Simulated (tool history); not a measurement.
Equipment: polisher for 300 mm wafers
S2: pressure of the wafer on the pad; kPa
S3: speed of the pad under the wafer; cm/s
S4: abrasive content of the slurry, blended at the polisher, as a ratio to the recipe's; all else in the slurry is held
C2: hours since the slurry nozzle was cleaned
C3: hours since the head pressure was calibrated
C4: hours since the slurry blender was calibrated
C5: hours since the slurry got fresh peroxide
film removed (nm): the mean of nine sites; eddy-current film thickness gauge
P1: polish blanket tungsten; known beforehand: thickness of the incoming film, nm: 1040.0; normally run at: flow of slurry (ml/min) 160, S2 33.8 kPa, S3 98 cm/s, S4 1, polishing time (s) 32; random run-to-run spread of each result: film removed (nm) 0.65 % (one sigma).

{"run": 1, "day": 0.542, "flow of slurry (ml/min)": 160, "S2": 33.8, "S3": 98, "S4": 1, "polishing time (s)": 32, "wafers polished on this pad": 290, "C2": 343.7, "C3": 217.3, "C4": 135.5, "C5": 78.5, "film removed (nm)": 208.49}
{"run": 2, "day": 1.1, "flow of slurry (ml/min)": 160, "S2": 47.6, "S3": 98, "S4": 1, "polishing time (s)": 32, "wafers polished on this pad": 488, "C2": 357.1, "C3": 230.7, "C4": 148.9, "C5": 91.9, "film removed (nm)": 287.69}
{"run": 3, "day": 1.412, "flow of slurry (ml/min)": 160, "S2": 33.8, "S3": 136, "S4": 1, "polishing time (s)": 32, "wafers polished on this pad": 599, "C2": 364.6, "C3": 238.2, "C4": 156.4, "C5": 99.4, "film removed (nm)": 290.31}
{"run": 4, "day": 1.771, "flow of slurry (ml/min)": 250, "S2": 33.8, "S3": 98, "S4": 1, "polishing time (s)": 32, "wafers polished on this pad": 726, "C2": 373.2, "C3": 246.8, "C4": 165, "C5": 108, "film removed (nm)": 219.45}
{"run": 5, "day": 2.104, "flow of slurry (ml/min)": 160, "S2": 33.8, "S3": 98, "S4": 1, "polishing time (s)": 32, "wafers polished on this pad": 844, "C2": 381.2, "C3": 254.8, "C4": 173, "C5": 116, "film removed (nm)": 207.77}
{"run": 6, "day": 2.683, "flow of slurry (ml/min)": 160, "S2": 33.8, "S3": 98, "S4": 1, "polishing time (s)": 32, "wafers polished on this pad": 1049, "C2": 395.1, "C3": 268.7, "C4": 186.9, "C5": 129.9, "film removed (nm)": 206.94}
{"run": 7, "day": 3.054, "flow of slurry (ml/min)": 160, "S2": 33.8, "S3": 98, "S4": 1.3, "polishing time (s)": 32, "wafers polished on this pad": 1180, "C2": 404, "C3": 277.6, "C4": 195.8, "C5": 138.8, "film removed (nm)": 220.96}
{"run": 8, "day": 3.308, "flow of slurry (ml/min)": 160, "S2": 17.2, "S3": 98, "S4": 1, "polishing time (s)": 32, "wafers polished on this pad": 1270, "C2": 410.1, "C3": 283.7, "C4": 201.9, "C5": 144.9, "film removed (nm)": 105.27}
{"run": 9, "day": 3.758, "flow of slurry (ml/min)": 160, "S2": 50.3, "S3": 128, "S4": 1, "polishing time (s)": 32, "wafers polished on this pad": 1430, "C2": 420.9, "C3": 294.5, "C4": 212.7, "C5": 155.7, "film removed (nm)": 403.31}
{"run": 10, "day": 4.333, "flow of slurry (ml/min)": 95, "S2": 33.8, "S3": 98, "S4": 1, "polishing time (s)": 32, "wafers polished on this pad": 1633, "C2": 434.7, "C3": 308.3, "C4": 226.5, "C5": 169.5, "film removed (nm)": 187.78}
{"run": 11, "day": 4.596, "flow of slurry (ml/min)": 235, "S2": 33.8, "S3": 98, "S4": 0.7, "polishing time (s)": 32, "wafers polished on this pad": 1726, "C2": 441, "C3": 314.6, "C4": 232.8, "C5": 175.8, "film removed (nm)": 201.22}
{"run": 12, "day": 5.167, "flow of slurry (ml/min)": 160, "S2": 33.8, "S3": 98, "S4": 1, "polishing time (s)": 32, "wafers polished on this pad": 1928, "C2": 454.7, "C3": 328.3, "C4": 246.5, "C5": 189.5, "film removed (nm)": 207.77}
{"run": 13, "day": 5.596, "flow of slurry (ml/min)": 160, "S2": 33.8, "S3": 98, "S4": 1, "polishing time (s)": 46, "wafers polished on this pad": 2080, "C2": 465, "C3": 338.6, "C4": 256.8, "C5": 199.8, "film removed (nm)": 298.68}
{"run": 14, "day": 6.021, "flow of slurry (ml/min)": 160, "S2": 33.8, "S3": 98, "S4": 1, "polishing time (s)": 20, "wafers polished on this pad": 2231, "C2": 475.2, "C3": 348.8, "C4": 267, "C5": 210, "film removed (nm)": 129.22}
{"run": 15, "day": 6.371, "flow of slurry (ml/min)": 205, "S2": 33.8, "S3": 98, "S4": 1, "polishing time (s)": 48, "wafers polished on this pad": 2355, "C2": 483.6, "C3": 357.2, "C4": 275.4, "C5": 218.4, "film removed (nm)": 323.36}
{"run": 16, "day": 6.767, "flow of slurry (ml/min)": 160, "S2": 33.8, "S3": 48, "S4": 1, "polishing time (s)": 32, "wafers polished on this pad": 2495, "C2": 493.1, "C3": 366.7, "C4": 284.9, "C5": 227.9, "film removed (nm)": 101.42}
{"run": 17, "day": 7.221, "flow of slurry (ml/min)": 160, "S2": 33.8, "S3": 98, "S4": 1, "polishing time (s)": 32, "wafers polished on this pad": 2656, "C2": 504, "C3": 377.6, "C4": 295.8, "C5": 238.8, "film removed (nm)": 207.5}
{"run": 18, "day": 7.483, "flow of slurry (ml/min)": 160, "S2": 33.8, "S3": 98, "S4": 0.5, "polishing time (s)": 32, "wafers polished on this pad": 2749, "C2": 510.3, "C3": 383.9, "C4": 302.1, "C5": 245.1, "film removed (nm)": 177.86}
{"run": 19, "day": 7.883, "flow of slurry (ml/min)": 160, "S2": 33.8, "S3": 98, "S4": 1, "polishing time (s)": 32, "wafers polished on this pad": 2891, "C2": 519.9, "C3": 393.5, "C4": 311.7, "C5": 254.7, "film removed (nm)": 209.28}
{"run": 20, "day": 8.338, "flow of slurry (ml/min)": 160, "S2": 33.8, "S3": 98, "S4": 1, "polishing time (s)": 32, "wafers polished on this pad": 3052, "C2": 530.8, "C3": 404.4, "C4": 322.6, "C5": 265.6, "film removed (nm)": 208.32}
{"run": 21, "day": 8.7, "flow of slurry (ml/min)": 160, "S2": 33.8, "S3": 98, "S4": 1, "polishing time (s)": 32, "wafers polished on this pad": 3180, "C2": 539.5, "C3": 413.1, "C4": 331.3, "C5": 274.3, "film removed (nm)": 204.11}

Expected results for the next run?
{"run": 22, "day": 9.238, "flow of slurry (ml/min)": 160, "S2": 33.8, "S3": 98, "S4": 1, "polishing time (s)": 32, "wafers polished on this pad": 3370, "C2": 552.4, "C3": 426, "C4": 344.2, "C5": 287.2, "film removed (nm)": "?"}

Run 22 measured film removed (nm) 196.72.
